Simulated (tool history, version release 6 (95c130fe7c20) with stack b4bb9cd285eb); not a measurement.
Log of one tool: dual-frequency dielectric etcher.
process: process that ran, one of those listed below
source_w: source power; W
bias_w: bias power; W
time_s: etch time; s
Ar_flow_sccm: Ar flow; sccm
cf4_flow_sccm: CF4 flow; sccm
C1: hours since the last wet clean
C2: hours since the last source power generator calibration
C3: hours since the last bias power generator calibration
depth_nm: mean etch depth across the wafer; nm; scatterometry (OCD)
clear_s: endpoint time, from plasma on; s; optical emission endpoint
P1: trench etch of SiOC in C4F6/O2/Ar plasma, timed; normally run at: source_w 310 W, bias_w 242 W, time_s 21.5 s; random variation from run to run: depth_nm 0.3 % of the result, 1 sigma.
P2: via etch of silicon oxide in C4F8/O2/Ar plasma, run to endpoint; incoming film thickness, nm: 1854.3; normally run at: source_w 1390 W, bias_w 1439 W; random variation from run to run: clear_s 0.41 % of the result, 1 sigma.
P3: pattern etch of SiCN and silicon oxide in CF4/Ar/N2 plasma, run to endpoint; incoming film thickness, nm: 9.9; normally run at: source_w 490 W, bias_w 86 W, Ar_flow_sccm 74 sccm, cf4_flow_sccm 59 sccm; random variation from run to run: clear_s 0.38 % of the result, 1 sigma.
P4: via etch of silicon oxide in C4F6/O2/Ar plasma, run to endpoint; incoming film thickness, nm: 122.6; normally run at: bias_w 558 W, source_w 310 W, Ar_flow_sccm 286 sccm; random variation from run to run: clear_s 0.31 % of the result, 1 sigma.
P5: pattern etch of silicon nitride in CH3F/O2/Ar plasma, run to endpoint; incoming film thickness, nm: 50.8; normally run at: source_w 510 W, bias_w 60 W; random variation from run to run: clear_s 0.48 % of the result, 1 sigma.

{"run": 1, "hour": 10.0, "process": "P1", "source_w": 310, "bias_w": 242, "time_s": 21.5, "C1": 165.9, "C2": 543.5, "C3": 1912.2, "depth_nm": 44.764}
{"run": 2, "hour": 26.2, "process": "P1", "source_w": 310, "bias_w": 242, "time_s": 21.5, "C1": 182.1, "C2": 559.7, "C3": 1928.4, "depth_nm": 44.85}
{"run": 3, "hour": 39.0, "process": "P3", "source_w": 400, "bias_w": 86, "Ar_flow_sccm": 74, "cf4_flow_sccm": 59, "C1": 194.9, "C2": 572.5, "C3": 1941.2, "clear_s": 11.778}
{"run": 4, "hour": 52.0, "process": "P1", "source_w": 310, "bias_w": 242, "time_s": 21.5, "C1": 207.9, "C2": 585.5, "C3": 1954.2, "depth_nm": 44.814}
{"run": 5, "hour": 62.8, "process": "P5", "source_w": 340, "bias_w": 60, "C1": 218.7, "C2": 596.3, "C3": 1965.0, "clear_s": 83.223}
{"run": 6, "hour": 76.8, "process": "P2", "source_w": 1390, "bias_w": 1439, "C1": 232.7, "C2": 610.3, "C3": 1979.0, "clear_s": 470.81}
{"run": 7, "hour": 91.1, "process": "P1", "source_w": 240, "bias_w": 189, "time_s": 21.5, "C1": 247.0, "C2": 624.6, "C3": 1993.3, "depth_nm": 37.254}
{"run": 8, "hour": 101.8, "process": "P1", "source_w": 310, "bias_w": 242, "time_s": 21.5, "C1": 257.7, "C2": 635.3, "C3": 2004.0, "depth_nm": 44.827}
{"run": 9, "hour": 112.7, "process": "P3", "source_w": 490, "bias_w": 86, "Ar_flow_sccm": 49, "cf4_flow_sccm": 59, "C1": 268.6, "C2": 646.2, "C3": 2014.9, "clear_s": 9.3311}
{"run": 10, "hour": 120.0, "process": "P5", "source_w": 510, "bias_w": 79, "C1": 275.9, "C2": 653.5, "C3": 2022.2, "clear_s": 64.449}
{"run": 11, "hour": 127.8, "process": "P4", "source_w": 440, "bias_w": 558, "Ar_flow_sccm": 286, "C1": 283.7, "C2": 661.3, "C3": 2030.0, "clear_s": 25.485}
{"run": 12, "hour": 140.9, "process": "P1", "source_w": 310, "bias_w": 288, "time_s": 21.5, "C1": 296.8, "C2": 674.4, "C3": 2043.1, "depth_nm": 47.499}
{"run": 13, "hour": 156.3, "process": "P1", "source_w": 310, "bias_w": 242, "time_s": 13.5, "C1": 312.2, "C2": 689.8, "C3": 2058.5, "depth_nm": 28.061}
{"run": 14, "hour": 168.7, "process": "P1", "source_w": 390, "bias_w": 242, "time_s": 21.5, "C1": 324.6, "C2": 702.2, "C3": 2070.9, "depth_nm": 48.901}
{"run": 15, "hour": 180.3, "process": "P4", "source_w": 310, "bias_w": 558, "Ar_flow_sccm": 286, "C1": 336.2, "C2": 713.8, "C3": 2082.5, "clear_s": 29.046}
{"run": 16, "hour": 194.1, "process": "P3", "source_w": 490, "bias_w": 86, "Ar_flow_sccm": 74, "cf4_flow_sccm": 59, "C1": 350.0, "C2": 727.6, "C3": 2096.3, "clear_s": 9.8891}
{"run": 17, "hour": 209.5, "process": "P4", "source_w": 310, "bias_w": 558, "Ar_flow_sccm": 286, "C1": 365.4, "C2": 743.0, "C3": 2111.7, "clear_s": 29.041}
{"run": 18, "hour": 219.9, "process": "P1", "source_w": 310, "bias_w": 242, "time_s": 26.5, "C1": 375.8, "C2": 753.4, "C3": 2122.1, "depth_nm": 55.109}
{"run": 19, "hour": 235.0, "process": "P5", "source_w": 510, "bias_w": 60, "C1": 390.9, "C2": 768.5, "C3": 2137.2, "clear_s": 71.158}
{"run": 20, "hour": 248.7, "process": "P3", "source_w": 490, "bias_w": 56, "Ar_flow_sccm": 74, "cf4_flow_sccm": 59, "C1": 404.6, "C2": 782.2, "C3": 2150.9, "clear_s": 11.367}
{"run": 21, "hour": 260.5, "process": "P1", "source_w": 310, "bias_w": 183, "time_s": 21.5, "C1": 416.4, "C2": 794.0, "C3": 2162.7, "depth_nm": 41.094}

Run 22 comes next. What will it give?
{"run": 22, "hour": 271.4, "process": "P2", "source_w": 830, "bias_w": 1439, "C1": 427.3, "C2": 804.9, "C3": 2173.6, "clear_s": "?"}

clear_s: 577.9100 s
